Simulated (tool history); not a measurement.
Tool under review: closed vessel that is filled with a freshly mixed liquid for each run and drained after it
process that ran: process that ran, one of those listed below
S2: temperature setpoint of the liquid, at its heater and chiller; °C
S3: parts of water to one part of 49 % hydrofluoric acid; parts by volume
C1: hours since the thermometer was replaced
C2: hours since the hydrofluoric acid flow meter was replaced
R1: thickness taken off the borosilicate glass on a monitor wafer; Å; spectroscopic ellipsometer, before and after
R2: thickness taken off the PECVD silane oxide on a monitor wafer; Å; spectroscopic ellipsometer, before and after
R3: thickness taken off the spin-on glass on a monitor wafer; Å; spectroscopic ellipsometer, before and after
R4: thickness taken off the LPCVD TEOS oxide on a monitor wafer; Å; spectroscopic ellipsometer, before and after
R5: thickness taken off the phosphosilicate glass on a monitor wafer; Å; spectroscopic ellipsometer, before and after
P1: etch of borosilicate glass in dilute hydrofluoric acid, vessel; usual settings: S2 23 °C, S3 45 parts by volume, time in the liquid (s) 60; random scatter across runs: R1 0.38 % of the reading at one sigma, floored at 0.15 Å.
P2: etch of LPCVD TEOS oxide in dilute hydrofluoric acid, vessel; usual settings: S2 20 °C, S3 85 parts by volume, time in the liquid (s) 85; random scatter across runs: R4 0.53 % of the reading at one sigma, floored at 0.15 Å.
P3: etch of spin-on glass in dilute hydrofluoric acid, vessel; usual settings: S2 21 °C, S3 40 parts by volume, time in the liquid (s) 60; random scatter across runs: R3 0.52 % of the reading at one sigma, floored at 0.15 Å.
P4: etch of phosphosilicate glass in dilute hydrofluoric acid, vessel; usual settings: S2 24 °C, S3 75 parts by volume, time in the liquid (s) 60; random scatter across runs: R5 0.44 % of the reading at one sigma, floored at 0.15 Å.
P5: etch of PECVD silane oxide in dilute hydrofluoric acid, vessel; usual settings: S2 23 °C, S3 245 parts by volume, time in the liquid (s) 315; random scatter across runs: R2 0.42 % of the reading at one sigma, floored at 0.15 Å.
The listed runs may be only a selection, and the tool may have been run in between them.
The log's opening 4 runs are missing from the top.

At hour 24.8: hydrofluoric acid flow meter replaced.
Run 5, hour 25.6: process that ran P1, S2 23 °C, S3 45 parts by volume, time in the liquid (s) 60; C1 256.1; C2 0.9. Result: R1 554.2 Å.
Run 6, hour 32.3: process that ran P5, S2 23 °C, S3 245 parts by volume, time in the liquid (s) 315; C1 262.8; C2 7.6. Result: R2 158.49 Å.
Run 7, hour 36.9: process that ran P3, S2 21 °C, S3 20 parts by volume, time in the liquid (s) 60; C1 267.4; C2 12.2. Result: R3 1215.6 Å.
Run 8, hour 41.9: process that ran P1, S2 23 °C, S3 20 parts by volume, time in the liquid (s) 60; C1 272.4; C2 17.2. Result: R1 1300.9 Å.
Run 9, hour 49.4: process that ran P3, S2 21 °C, S3 40 parts by volume, time in the liquid (s) 60; C1 279.9; C2 24.7. Result: R3 587.94 Å.
Run 10, hour 54.6: process that ran P2, S2 20 °C, S3 85 parts by volume, time in the liquid (s) 40; C1 285.1; C2 29.9. Result: R4 227.09 Å.
Run 11, hour 59.4: process that ran P1, S2 23 °C, S3 70 parts by volume, time in the liquid (s) 60; C1 289.9; C2 34.7. Result: R1 346.99 Å.
Run 12, hour 66.8: process that ran P3, S2 21 °C, S3 40 parts by volume, time in the liquid (s) 60; C1 297.3; C2 42.1. Result: R3 592.43 Å.
Run 13, hour 71.7: process that ran P2, S2 20 °C, S3 55 parts by volume, time in the liquid (s) 85; C1 302.2; C2 47. Result: R4 779.05 Å.
Run 14, hour 76: process that ran P1, S2 23 °C, S3 45 parts by volume, time in the liquid (s) 90; C1 306.5; C2 51.3. Result: R1 839.09 Å.
Run 15, hour 80: process that ran P1, S2 23 °C, S3 45 parts by volume, time in the liquid (s) 60; C1 310.5; C2 55.3. Result: R1 555.46 Å.
Run 16, hour 84.6: process that ran P5, S2 17 °C, S3 245 parts by volume, time in the liquid (s) 315; C1 315.1; C2 59.9. Result: R2 126.78 Å.
Run 17, hour 90: process that ran P1, S2 23 °C, S3 45 parts by volume, time in the liquid (s) 30; C1 320.5; C2 65.3. Result: R1 278.96 Å.
Run 18, hour 95.2: process that ran P1, S2 28.5 °C, S3 45 parts by volume, time in the liquid (s) 30; C1 325.7; C2 70.5. Result: R1 349.63 Å.
Run 19, hour 101.6: process that ran P3, S2 21 °C, S3 40 parts by volume, time in the liquid (s) 30; C1 332.1; C2 76.9. Result: R3 297.34 Å.
Run 20, hour 109: process that ran P4, S2 24 °C, S3 75 parts by volume, time in the liquid (s) 60; C1 339.5; C2 84.3. Result: R5 494.15 Å.

What does the tool deliver on the next run?
Run 21, hour 113.4: process that ran P1, S2 29 °C, S3 30 parts by volume, time in the liquid (s) 60; C1 343.9; C2 88.7. Result: R1 ?.

Run 21 yielded R1 1094 Å.

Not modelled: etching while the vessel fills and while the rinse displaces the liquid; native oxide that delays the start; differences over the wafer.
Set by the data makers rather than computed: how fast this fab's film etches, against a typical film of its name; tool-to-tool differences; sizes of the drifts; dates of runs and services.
